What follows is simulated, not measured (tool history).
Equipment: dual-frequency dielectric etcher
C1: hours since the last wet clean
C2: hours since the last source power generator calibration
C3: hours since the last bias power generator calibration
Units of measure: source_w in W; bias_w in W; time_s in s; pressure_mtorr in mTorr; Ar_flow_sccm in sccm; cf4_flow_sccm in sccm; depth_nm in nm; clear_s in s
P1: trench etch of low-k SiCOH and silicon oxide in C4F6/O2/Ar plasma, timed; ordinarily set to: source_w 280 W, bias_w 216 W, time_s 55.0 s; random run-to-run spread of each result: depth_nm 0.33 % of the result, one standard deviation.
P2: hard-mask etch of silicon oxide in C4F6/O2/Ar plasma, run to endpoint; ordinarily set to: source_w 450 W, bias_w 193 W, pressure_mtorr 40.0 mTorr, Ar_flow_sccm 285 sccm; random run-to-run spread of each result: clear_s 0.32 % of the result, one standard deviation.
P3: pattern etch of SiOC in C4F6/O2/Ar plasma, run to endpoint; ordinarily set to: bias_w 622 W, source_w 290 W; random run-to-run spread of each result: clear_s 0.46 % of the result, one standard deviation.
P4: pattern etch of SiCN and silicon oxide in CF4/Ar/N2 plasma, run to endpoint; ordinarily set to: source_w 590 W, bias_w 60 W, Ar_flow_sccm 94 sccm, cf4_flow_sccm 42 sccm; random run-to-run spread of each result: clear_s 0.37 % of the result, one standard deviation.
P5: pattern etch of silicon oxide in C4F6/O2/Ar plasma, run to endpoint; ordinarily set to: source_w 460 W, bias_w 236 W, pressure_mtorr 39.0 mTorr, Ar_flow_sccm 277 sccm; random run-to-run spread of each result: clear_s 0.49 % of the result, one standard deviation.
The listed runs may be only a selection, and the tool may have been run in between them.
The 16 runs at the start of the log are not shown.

{"run": 17, "hour": 86.7, "process": "P2", "source_w": 450, "bias_w": 193, "pressure_mtorr": 40.0, "Ar_flow_sccm": 285, "C1": 266.0, "C2": 1913.8, "C3": 741.2, "clear_s": 96.416}
{"run": 18, "hour": 90.4, "process": "P3", "source_w": 390, "bias_w": 622, "C1": 269.7, "C2": 1917.5, "C3": 744.9, "clear_s": 12.943}
{"run": 19, "hour": 95.3, "process": "P5", "source_w": 460, "bias_w": 236, "pressure_mtorr": 39.0, "Ar_flow_sccm": 213, "C1": 274.6, "C2": 1922.4, "C3": 749.8, "clear_s": 12.667}
{"run": 20, "hour": 100.8, "process": "P3", "source_w": 290, "bias_w": 622, "C1": 280.1, "C2": 1927.9, "C3": 755.3, "clear_s": 14.553}
{"run": 21, "hour": 105.4, "process": "P1", "source_w": 280, "bias_w": 256, "time_s": 37.5, "C1": 284.7, "C2": 1932.5, "C3": 759.9, "depth_nm": 118.31}
{"run": 22, "hour": 111.2, "process": "P5", "source_w": 460, "bias_w": 139, "pressure_mtorr": 39.0, "Ar_flow_sccm": 277, "C1": 290.5, "C2": 1938.3, "C3": 765.7, "clear_s": 15.325}
{"run": 23, "hour": 115.7, "process": "P2", "source_w": 450, "bias_w": 193, "pressure_mtorr": 40.0, "Ar_flow_sccm": 203, "C1": 295.0, "C2": 1942.8, "C3": 770.2, "clear_s": 92.583}
{"run": 24, "hour": 120.6, "process": "P4", "source_w": 590, "bias_w": 60, "Ar_flow_sccm": 94, "cf4_flow_sccm": 31, "C1": 299.9, "C2": 1947.7, "C3": 775.1, "clear_s": 17.539}
{"run": 25, "hour": 126.5, "process": "P5", "source_w": 460, "bias_w": 236, "pressure_mtorr": 55.5, "Ar_flow_sccm": 277, "C1": 305.8, "C2": 1953.6, "C3": 781.0, "clear_s": 13.481}
{"run": 26, "hour": 131.9, "process": "P1", "source_w": 280, "bias_w": 154, "time_s": 66.0, "C1": 311.2, "C2": 1959.0, "C3": 786.4, "depth_nm": 176.47}
{"run": 27, "hour": 136.8, "process": "P2", "source_w": 270, "bias_w": 193, "pressure_mtorr": 40.0, "Ar_flow_sccm": 285, "C1": 316.1, "C2": 1963.9, "C3": 791.3, "clear_s": 117.56}
{"run": 28, "hour": 143.2, "process": "P4", "source_w": 590, "bias_w": 60, "Ar_flow_sccm": 94, "cf4_flow_sccm": 42, "C1": 322.5, "C2": 1970.3, "C3": 797.7, "clear_s": 16.515}
{"run": 29, "hour": 146.7, "process": "P4", "source_w": 590, "bias_w": 36, "Ar_flow_sccm": 94, "cf4_flow_sccm": 42, "C1": 326.0, "C2": 1973.8, "C3": 801.2, "clear_s": 19.525}
{"run": 30, "hour": 150.2, "process": "P2", "source_w": 450, "bias_w": 193, "pressure_mtorr": 26.5, "Ar_flow_sccm": 285, "C1": 329.5, "C2": 1977.3, "C3": 804.7, "clear_s": 92.29}
{"run": 31, "hour": 155.3, "process": "P5", "source_w": 460, "bias_w": 236, "pressure_mtorr": 39.0, "Ar_flow_sccm": 277, "C1": 334.6, "C2": 1982.4, "C3": 809.8, "clear_s": 12.981}
{"run": 32, "hour": 159.3, "process": "P1", "source_w": 280, "bias_w": 216, "time_s": 55.0, "C1": 338.6, "C2": 1986.4, "C3": 813.8, "depth_nm": 164.47}
{"run": 33, "hour": 163.0, "process": "P1", "source_w": 280, "bias_w": 257, "time_s": 55.0, "C1": 342.3, "C2": 1990.1, "C3": 817.5, "depth_nm": 174.19}
{"run": 34, "hour": 168.8, "process": "P1", "source_w": 280, "bias_w": 216, "time_s": 55.0, "C1": 348.1, "C2": 1995.9, "C3": 823.3, "depth_nm": 164.61}
{"run": 35, "hour": 172.6, "process": "P1", "source_w": 280, "bias_w": 216, "time_s": 55.0, "C1": 351.9, "C2": 1999.7, "C3": 827.1, "depth_nm": 163.6}
{"run": 36, "hour": 176.3, "process": "P1", "source_w": 280, "bias_w": 216, "time_s": 55.0, "C1": 355.6, "C2": 2003.4, "C3": 830.8, "depth_nm": 162.71}
{"hour": 180.6, "done": "wet clean of the chamber"}
{"run": 37, "hour": 180.6, "process": "P1", "source_w": 280, "bias_w": 216, "time_s": 55.0, "C1": 0.0, "C2": 2007.7, "C3": 835.1, "depth_nm": 162.45}
{"run": 38, "hour": 185.3, "process": "P1", "source_w": 280, "bias_w": 216, "time_s": 55.0, "C1": 4.7, "C2": 2012.4, "C3": 839.8, "depth_nm": 162.07}
{"run": 39, "hour": 190.1, "process": "P1", "source_w": 280, "bias_w": 216, "time_s": 55.0, "C1": 9.5, "C2": 2017.2, "C3": 844.6, "depth_nm": 162.27}
{"run": 40, "hour": 194.0, "process": "P1", "source_w": 280, "bias_w": 216, "time_s": 55.0, "C1": 13.4, "C2": 2021.1, "C3": 848.5, "depth_nm": 161.72}

Run 41 is up next; what results do you expect?
{"run": 41, "hour": 198.6, "process": "P1", "source_w": 280, "bias_w": 216, "time_s": 55.0, "C1": 18.0, "C2": 2025.7, "C3": 853.1, "depth_nm": "?"}

Run 41 came out at depth_nm 162.23 nm.

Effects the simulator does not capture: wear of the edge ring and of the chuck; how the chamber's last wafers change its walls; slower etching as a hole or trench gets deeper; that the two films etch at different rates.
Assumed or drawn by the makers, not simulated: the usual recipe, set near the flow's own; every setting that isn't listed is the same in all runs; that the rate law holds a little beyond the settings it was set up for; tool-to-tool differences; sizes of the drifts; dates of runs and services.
